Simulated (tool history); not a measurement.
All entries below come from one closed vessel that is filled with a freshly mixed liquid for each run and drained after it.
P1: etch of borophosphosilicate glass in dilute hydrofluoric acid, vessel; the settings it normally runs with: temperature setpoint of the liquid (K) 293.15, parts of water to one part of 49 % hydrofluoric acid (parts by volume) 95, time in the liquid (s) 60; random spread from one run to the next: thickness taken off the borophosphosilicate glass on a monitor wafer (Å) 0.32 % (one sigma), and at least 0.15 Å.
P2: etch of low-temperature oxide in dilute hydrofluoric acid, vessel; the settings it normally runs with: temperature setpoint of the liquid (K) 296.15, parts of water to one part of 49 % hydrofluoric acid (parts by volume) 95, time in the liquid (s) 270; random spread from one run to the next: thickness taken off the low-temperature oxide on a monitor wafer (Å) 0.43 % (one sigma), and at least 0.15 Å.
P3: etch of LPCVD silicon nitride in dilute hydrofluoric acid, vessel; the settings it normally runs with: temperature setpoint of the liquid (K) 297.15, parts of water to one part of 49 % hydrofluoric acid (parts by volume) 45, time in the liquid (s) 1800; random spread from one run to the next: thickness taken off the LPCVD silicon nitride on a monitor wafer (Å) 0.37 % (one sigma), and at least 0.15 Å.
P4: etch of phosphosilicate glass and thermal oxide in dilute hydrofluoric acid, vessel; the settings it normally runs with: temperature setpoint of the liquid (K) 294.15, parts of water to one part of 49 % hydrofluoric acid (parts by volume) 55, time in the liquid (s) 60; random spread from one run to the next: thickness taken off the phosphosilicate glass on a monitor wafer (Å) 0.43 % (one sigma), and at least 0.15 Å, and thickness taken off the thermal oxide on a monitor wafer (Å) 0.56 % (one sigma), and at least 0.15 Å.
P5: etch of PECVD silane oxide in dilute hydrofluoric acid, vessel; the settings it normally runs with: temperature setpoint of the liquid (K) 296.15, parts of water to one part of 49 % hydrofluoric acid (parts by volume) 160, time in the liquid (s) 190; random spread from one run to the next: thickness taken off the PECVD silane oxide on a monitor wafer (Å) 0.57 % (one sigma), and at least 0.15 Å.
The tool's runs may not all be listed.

run,day,process that ran,temperature setpoint of the liquid (K),parts of water to one part of 49 % hydrofluoric acid (parts by volume),time in the liquid (s),hours since the thermometer was replaced,hours since the hydrofluoric acid flow meter was replaced,thickness taken off the borophosphosilicate glass on a monitor wafer (Å),thickness taken off the LPCVD silicon nitride on a monitor wafer (Å),thickness taken off the phosphosilicate glass on a monitor wafer (Å),thickness taken off the thermal oxide on a monitor wafer (Å),thickness taken off the low-temperature oxide on a monitor wafer (Å),thickness taken off the PECVD silane oxide on a monitor wafer (Å)
1,0.15,P1,293.15,95,60,1248.9,652,198.65,,,,,
2,0.312,P1,293.15,25,60,1252.8,655.9,819.42,,,,,
3,0.45,P3,297.15,45,1800,1256.1,659.2,,175.95,,,,
4,0.579,P4,294.15,20,60,1259.2,662.3,,,4554.9,137.1,,
5,0.8,P1,293.15,170,30,1264.5,667.6,51.216,,,,,
6,0.917,P4,290.15,55,60,1267.3,670.4,,,1342.6,39.647,,
7,1.046,P2,290.15,95,270,1270.4,673.5,,,,,311.36,
8,1.292,P1,293.15,95,30,1276.3,679.4,99.436,,,,,
9,1.546,P5,296.15,160,190,1282.4,685.5,,,,,,369.46
10,1.733,P4,294.15,55,60,1286.9,690,,,1590.7,47.812,,
11,1.904,P5,296.15,85,190,1291,694.1,,,,,,750.57
12,2.121,P1,290.15,95,60,1296.2,699.3,176.31,,,,,
13,2.362,P1,293.15,95,60,1302,705.1,200.22,,,,,
14,2.483,P2,296.15,95,270,1304.9,708,,,,,398.32,
15,2.725,P1,293.15,95,60,1310.7,713.8,199.78,,,,,
16,2.904,P5,296.15,160,30,1315,718.1,,,,,,57.946
17,3.092,P4,294.15,55,85,1319.5,722.6,,,2254.7,67.352,,
18,3.317,P1,293.15,95,60,1324.9,728,200.47,,,,,
19,3.492,P1,293.15,155,60,1329.1,732.2,114.53,,,,,
20,3.612,P3,297.15,45,1800,1332,735.1,,177.1,,,,
21,3.817,P1,293.15,95,115,1336.9,740,380.62,,,,,
22,4.033,P1,297.15,95,90,1342.1,745.2,350.22,,,,,
23,4.3,P5,303.65,160,190,1348.5,751.6,,,,,,487.2
24,4.562,P1,293.15,95,60,1354.8,757.9,197.99,,,,,
25,4.8,P3,297.15,45,615,1360.5,763.6,,60.089,,,,
26,5.042,P3,297.15,70,1800,1366.3,769.4,,113.47,,,,
27,5.229,P2,296.15,95,460,1370.8,773.9,,,,,683.28,
28,5.35,P3,305.15,45,1800,1373.7,776.8,,298.4,,,,
29,5.596,P2,296.15,140,270,1379.6,782.7,,,,,257.28,
30,5.721,P1,296.65,95,60,1382.6,785.7,229.64,,,,,
31,5.925,P1,293.15,95,60,1387.5,790.6,199.35,,,,,
32,6.162,P1,293.15,95,60,1393.2,796.3,191.36,,,,,
33,6.35,P1,293.15,95,60,1397.7,800.8,187.2,,,,,
34,6.583,P1,293.15,95,60,1403.3,806.4,184.42,,,,,
35,6.796,P1,293.15,95,60,1408.4,811.5,183.99,,,,,
36,6.929,P1,293.15,95,60,1411.6,814.7,181.57,,,,,
37,7.162,P1,293.15,95,60,1417.2,820.3,181.57,,,,,
38,7.288,P1,293.15,95,60,1420.2,823.3,180.06,,,,,
39,7.496,P1,293.15,95,60,1425.2,828.3,180.98,,,,,
40,7.617,P1,293.15,95,60,1428.1,831.2,180.55,,,,,
41,7.771,P1,293.15,95,60,1431.8,834.9,179.23,,,,,

What P1 gives has crept off from where it sat before. The 2 causes that follow fit the log equally well, each at the size noted:
A: hydrofluoric acid flow below the setpoint (%) = 8.6
B: liquid colder than its thermometer reads (K) = 2.4
Creep in the process output first set in at about day 5.925.

Which of the 4 check runs listed below separates the causes, so that each cause would produce a clearly different result? Each run uses one wafer, and its results are marked with question marks.
check 1,7.925,P5,296.15,160,190,,,,,,,,?
check 2,7.925,P4,294.15,55,60,,,,,?,?,,
check 3,7.925,P3,297.15,45,1800,,,,?,,,,
check 4,7.925,P2,296.15,95,270,,,,,,,?,

Check results expected under each cause:
check,result,if A,if B
check 1,thickness taken off the PECVD silane oxide on a monitor wafer (Å),331.44,335.83
check 2,thickness taken off the phosphosilicate glass on a monitor wafer (Å),1439.9,1432.1
check 2,thickness taken off the thermal oxide on a monitor wafer (Å),43.126,42.893
check 3,thickness taken off the LPCVD silicon nitride on a monitor wafer (Å),161.15,149.37
check 4,thickness taken off the low-temperature oxide on a monitor wafer (Å),360.5,361.71
Distance between the nearest two causes, measured in the result of the check that separates them most: check 1 1.31 %; check 2 0.54 %; check 3 7.59 %; check 4 0.33 %
The causes can be told apart only by check 3. The other checks would give nearly the same results under each of them.

Then check 3 was run and gave: thickness taken off the LPCVD silicon nitride on a monitor wafer (Å) 160.86. Which cause is it?

The cause is A: hydrofluoric acid flow below the setpoint (%).
